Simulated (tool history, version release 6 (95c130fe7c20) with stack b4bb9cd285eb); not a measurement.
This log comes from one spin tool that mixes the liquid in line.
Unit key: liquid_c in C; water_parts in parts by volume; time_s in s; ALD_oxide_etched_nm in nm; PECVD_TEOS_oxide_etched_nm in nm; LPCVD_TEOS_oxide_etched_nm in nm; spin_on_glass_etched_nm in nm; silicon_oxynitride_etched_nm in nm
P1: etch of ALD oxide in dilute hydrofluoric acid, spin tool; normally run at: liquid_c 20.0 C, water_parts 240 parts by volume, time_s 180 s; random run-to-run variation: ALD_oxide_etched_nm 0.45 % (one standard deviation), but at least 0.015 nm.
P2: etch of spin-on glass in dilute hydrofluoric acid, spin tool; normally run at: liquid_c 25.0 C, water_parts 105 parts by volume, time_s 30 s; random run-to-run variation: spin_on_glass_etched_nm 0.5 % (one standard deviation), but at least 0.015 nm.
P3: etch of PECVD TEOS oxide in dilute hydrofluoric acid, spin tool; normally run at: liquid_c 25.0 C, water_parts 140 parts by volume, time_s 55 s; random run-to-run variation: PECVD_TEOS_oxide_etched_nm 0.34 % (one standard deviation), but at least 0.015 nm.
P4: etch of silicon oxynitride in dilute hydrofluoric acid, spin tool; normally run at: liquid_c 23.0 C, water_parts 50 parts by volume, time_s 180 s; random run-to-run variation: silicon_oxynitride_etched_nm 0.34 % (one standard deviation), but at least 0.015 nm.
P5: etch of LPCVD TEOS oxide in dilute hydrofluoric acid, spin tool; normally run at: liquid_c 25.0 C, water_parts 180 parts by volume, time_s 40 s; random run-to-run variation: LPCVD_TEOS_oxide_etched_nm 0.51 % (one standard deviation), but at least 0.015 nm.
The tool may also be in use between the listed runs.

run	day	process	liquid_c	water_parts	time_s	hours since the thermometer was replaced	hours since the hydrofluoric acid flow meter was replaced	ALD_oxide_etched_nm	PECVD_TEOS_oxide_etched_nm	LPCVD_TEOS_oxide_etched_nm	spin_on_glass_etched_nm	silicon_oxynitride_etched_nm
1	0.242	P1	20.0	240	180	654.2	790.5	6.3105				
2	0.429	P1	17.0	240	180	658.7	795.0	5.6241				
3	0.671	P3	25.0	140	55	664.5	800.8		8.4828			
4	0.804	P5	25.0	40	40	667.7	804.0			37.0930		
5	0.988	P1	20.0	240	40	672.1	808.4	1.4064				
6	1.188	P1	20.0	240	180	676.9	813.2	6.2942				
7	1.304	P1	20.0	240	180	679.7	816.0	6.3070				
8	1.554	P2	31.5	105	30	685.7	822.0				25.2420	
9	1.762	P5	25.0	180	40	690.7	827.0			6.9323		
10	1.975	P3	29.0	140	55	695.8	832.1		9.7685			
11	2.171	P1	26.0	240	180	700.5	836.8	7.7905				
12	2.425	P1	20.0	120	180	706.6	842.9	14.2140				
13	2.658	P4	17.0	50	180	712.2	848.5					5.5745
14	2.825	P2	25.0	145	30	716.2	852.5				13.6750	
15	3.017	P2	25.0	105	30	720.8	857.1				19.7710	
16	3.154	P4	23.0	20	180	724.1	860.4					19.1810
17	3.396	P5	25.0	180	80	729.9	866.2			13.7530		
18	3.583	P5	18.0	180	40	734.4	870.7			5.2437		
19	3.712	P1	20.0	240	180	737.5	873.8	6.2996				
20	3.879	P3	25.0	140	15	741.5	877.8		2.3173			
21	4.058	P4	23.0	50	345	745.8	882.1					14.5020
22	4.200	P2	25.0	105	30	749.2	885.5				19.7510	
23	4.379	P4	23.0	50	180	753.5	889.8					7.5361
24	4.521	P5	25.0	180	40	756.9	893.2			6.8712		
25	4.671	P2	25.0	105	15	760.5	896.8				9.8876	
26	4.888	P1	20.0	240	260	765.7	902.0	9.1257				
27	5.108	P3	25.0	215	55	771.0	907.3		5.0626			
28	5.233	P1	20.0	355	180	774.0	910.3	3.8231				
29	5.371	P1	17.0	415	180	777.3	913.6	2.8267				
30	5.571	P1	20.0	240	180	782.1	918.4	6.3352				
31	5.804	P1	20.0	240	180	787.7	924.0	6.0657				
32	6.046	P1	20.0	240	180	793.5	929.8	6.0227				
33	6.275	P1	20.0	240	180	799.0	935.3	5.9345				
34	6.458	P1	20.0	240	180	803.4	939.7	5.8146				
35	6.704	P1	20.0	240	180	809.3	945.6	5.7720				
36	6.942	P1	20.0	240	180	815.0	951.3	5.7843				
37	7.100	P1	20.0	240	180	818.8	955.1	5.7806				
38	7.342	P1	20.0	240	180	824.6	960.9	5.7886				
39	7.579	P1	20.0	240	180	830.3	966.6	5.7473				

Compared with where it was, what P1 gives has crept away. Each cause listed below fits the log as well as the rest, at the size given for it:
A: hydrofluoric acid flow below the setpoint (%) = 7.07
B: liquid colder than its thermometer reads (K) = 2.37
The drift started at roughly day 5.571.

Of the 4 check runs listed below, each run on one wafer and each result written as a question mark, which would let you distinguish the listed causes because they would give clearly different results?
check 1	7.817	P4	23.0	50	310							?
check 2	7.817	P3	25.0	140	15				?			
check 3	7.817	P5	22.0	180	75					?		
check 4	7.817	P2	28.5	105	30						?	

If the cause were each of the candidates in turn, the checks would give the following:
check	result	if A	if B
check 1	silicon_oxynitride_etched_nm	12.0580	11.5700
check 2	PECVD_TEOS_oxide_etched_nm	2.1150	2.1033
check 3	LPCVD_TEOS_oxide_etched_nm	10.5910	10.5460
check 4	spin_on_glass_etched_nm	20.8450	20.7070
Smallest distance between any two causes, each pair judged by its most separating result, in per cent: check 1 4.13 %; check 2 0.56 %; check 3 0.42 %; check 4 0.66 %
Check 1 tells the causes apart: in the others they would give nearly the same result.

Here is what check 1 returned: silicon_oxynitride_etched_nm 11.5250 nm. Which cause is it?

The cause is B: liquid colder than its thermometer reads (K).
